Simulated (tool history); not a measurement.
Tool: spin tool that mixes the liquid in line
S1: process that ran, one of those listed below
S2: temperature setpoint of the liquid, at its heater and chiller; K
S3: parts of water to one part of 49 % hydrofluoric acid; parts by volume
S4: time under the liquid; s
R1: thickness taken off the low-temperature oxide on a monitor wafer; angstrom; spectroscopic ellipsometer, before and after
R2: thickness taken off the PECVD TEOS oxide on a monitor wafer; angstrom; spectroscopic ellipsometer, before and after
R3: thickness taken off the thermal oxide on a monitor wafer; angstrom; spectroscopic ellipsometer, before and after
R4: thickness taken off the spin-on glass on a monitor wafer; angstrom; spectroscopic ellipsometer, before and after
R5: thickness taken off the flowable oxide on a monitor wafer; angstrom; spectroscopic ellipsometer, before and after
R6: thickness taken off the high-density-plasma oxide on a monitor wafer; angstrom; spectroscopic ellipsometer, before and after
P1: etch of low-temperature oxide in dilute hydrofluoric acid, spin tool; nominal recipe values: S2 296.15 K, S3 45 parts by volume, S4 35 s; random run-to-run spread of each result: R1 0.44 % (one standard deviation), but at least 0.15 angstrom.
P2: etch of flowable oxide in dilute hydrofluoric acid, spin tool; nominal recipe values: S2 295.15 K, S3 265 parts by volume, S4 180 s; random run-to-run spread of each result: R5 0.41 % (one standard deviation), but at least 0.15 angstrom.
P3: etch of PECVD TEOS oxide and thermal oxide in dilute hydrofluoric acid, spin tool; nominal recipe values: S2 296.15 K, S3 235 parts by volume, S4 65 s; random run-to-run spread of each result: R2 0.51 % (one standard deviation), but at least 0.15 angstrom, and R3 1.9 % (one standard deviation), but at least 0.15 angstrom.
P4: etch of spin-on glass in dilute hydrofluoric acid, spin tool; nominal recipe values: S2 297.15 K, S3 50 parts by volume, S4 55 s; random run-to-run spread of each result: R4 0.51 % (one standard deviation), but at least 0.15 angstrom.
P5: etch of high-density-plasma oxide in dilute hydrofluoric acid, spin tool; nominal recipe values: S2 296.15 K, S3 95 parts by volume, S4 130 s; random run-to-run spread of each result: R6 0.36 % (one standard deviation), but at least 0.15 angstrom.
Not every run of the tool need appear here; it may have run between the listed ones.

run   hour  S1      S2   S3   S4      R1      R2      R3      R4      R5      R6
  1    8.9  P1  296.15   45   35  111.83
  2     15  P3  296.15  235   15          12.327  2.7345
  3   24.4  P4  297.15   25   55                          1110.6
  4   33.2  P4  304.15   50   55                             712
  5   39.4  P2  295.15  415  180                                  82.221
  6   48.9  P1  296.15   45   15  47.967
  7   58.2  P1  296.15   45   35  112.46
  8   66.6  P3  296.15   50   65          312.08  61.972
  9   75.8  P5  296.15   95  130                                          119.97
 10   84.3  P1  303.65   25   35   280.8
 11   92.4  P1  296.15   45   35  112.63
 12  100.6  P1  301.15   45   35  137.13
 13  106.2  P1  296.15   45   35  111.09
 14  111.7  P1  296.15   45   60  192.39
 15  116.9  P2  299.15  265  180                                  168.98
 16  121.8  P2  295.15  265  275                                  225.36
 17  131.7  P1  290.15   45   35  86.103
 18  140.8  P4  297.15   50   55                          532.86
 19  145.7  P1  292.15   60   35  69.215
 20  153.1  P5  291.15   95  130                                          97.388
 21  160.4  P1  296.15   45   35  111.86
 22  167.9  P5  296.15   95  190                                          175.01
 23  174.1  P1  296.15   45   35  113.14

What does the tool deliver on the next run?
 24  183.8  P2  295.15  265  180                   ?

Run 24 measured R5 148.38 angstrom.

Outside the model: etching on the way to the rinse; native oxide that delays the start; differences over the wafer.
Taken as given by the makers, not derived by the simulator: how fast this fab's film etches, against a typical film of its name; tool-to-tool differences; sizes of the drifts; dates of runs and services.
